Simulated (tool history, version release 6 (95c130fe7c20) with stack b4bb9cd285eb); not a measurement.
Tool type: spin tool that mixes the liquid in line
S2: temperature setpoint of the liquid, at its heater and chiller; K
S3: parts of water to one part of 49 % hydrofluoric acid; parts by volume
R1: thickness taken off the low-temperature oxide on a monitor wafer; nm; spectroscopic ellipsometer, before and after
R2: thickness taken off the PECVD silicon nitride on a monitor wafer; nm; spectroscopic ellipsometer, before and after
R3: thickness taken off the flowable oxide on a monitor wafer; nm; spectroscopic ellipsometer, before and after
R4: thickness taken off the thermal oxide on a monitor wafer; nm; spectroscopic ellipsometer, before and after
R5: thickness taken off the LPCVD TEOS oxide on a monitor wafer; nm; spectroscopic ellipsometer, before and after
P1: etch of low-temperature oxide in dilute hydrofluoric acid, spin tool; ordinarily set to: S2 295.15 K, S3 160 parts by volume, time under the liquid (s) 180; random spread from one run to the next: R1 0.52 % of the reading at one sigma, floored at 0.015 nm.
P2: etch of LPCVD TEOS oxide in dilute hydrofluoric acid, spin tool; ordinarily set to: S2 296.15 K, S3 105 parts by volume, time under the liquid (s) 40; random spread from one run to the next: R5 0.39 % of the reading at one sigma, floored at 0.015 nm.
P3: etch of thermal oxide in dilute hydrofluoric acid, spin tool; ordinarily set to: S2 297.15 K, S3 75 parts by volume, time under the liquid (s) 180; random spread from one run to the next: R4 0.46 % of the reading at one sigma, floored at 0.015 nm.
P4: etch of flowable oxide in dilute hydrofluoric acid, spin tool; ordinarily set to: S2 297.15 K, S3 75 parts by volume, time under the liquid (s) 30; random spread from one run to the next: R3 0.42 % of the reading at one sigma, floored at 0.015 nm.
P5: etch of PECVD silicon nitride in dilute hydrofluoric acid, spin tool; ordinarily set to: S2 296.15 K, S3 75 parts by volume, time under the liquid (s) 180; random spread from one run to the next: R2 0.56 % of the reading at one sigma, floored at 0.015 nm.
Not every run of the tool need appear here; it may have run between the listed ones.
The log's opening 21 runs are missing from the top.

run 22 day=3.088 | process_that_ran=P1 S2=295.15 S3=160 time_under_the_liquid_(s)=100 | R1=11.6800
run 23 day=3.229 | process_that_ran=P2 S2=296.15 S3=105 time_under_the_liquid_(s)=70 | R5=10.5910
run 24 day=3.325 | process_that_ran=P3 S2=297.15 S3=25 time_under_the_liquid_(s)=180 | R4=34.9900
run 25 day=3.521 | process_that_ran=P5 S2=296.15 S3=75 time_under_the_liquid_(s)=180 | R2=6.5023
run 26 day=3.679 | process_that_ran=P1 S2=295.15 S3=160 time_under_the_liquid_(s)=180 | R1=20.9630
run 27 day=3.842 | process_that_ran=P4 S2=297.15 S3=75 time_under_the_liquid_(s)=30 | R3=15.3320
run 28 day=3.925 | process_that_ran=P2 S2=296.15 S3=30 time_under_the_liquid_(s)=40 | R5=23.2270
run 29 day=4.029 | process_that_ran=P1 S2=295.15 S3=65 time_under_the_liquid_(s)=180 | R1=57.6890
run 30 day=4.225 | process_that_ran=P1 S2=295.15 S3=160 time_under_the_liquid_(s)=180 | R1=21.0390
run 31 day=4.400 | process_that_ran=P3 S2=297.15 S3=75 time_under_the_liquid_(s)=15 | R4=0.9373
run 32 day=4.508 | process_that_ran=P2 S2=296.15 S3=105 time_under_the_liquid_(s)=40 | R5=6.0377
run 33 day=4.600 | process_that_ran=P1 S2=295.15 S3=160 time_under_the_liquid_(s)=180 | R1=21.0210
run 34 day=4.721 | process_that_ran=P1 S2=295.15 S3=160 time_under_the_liquid_(s)=180 | R1=20.1620
run 35 day=4.917 | process_that_ran=P1 S2=295.15 S3=160 time_under_the_liquid_(s)=180 | R1=19.6940

What will run 36 give?
run 36 day=5.088 | process_that_ran=P1 S2=295.15 S3=160 time_under_the_liquid_(s)=180 | R1=?

R1: 19.6660 nm

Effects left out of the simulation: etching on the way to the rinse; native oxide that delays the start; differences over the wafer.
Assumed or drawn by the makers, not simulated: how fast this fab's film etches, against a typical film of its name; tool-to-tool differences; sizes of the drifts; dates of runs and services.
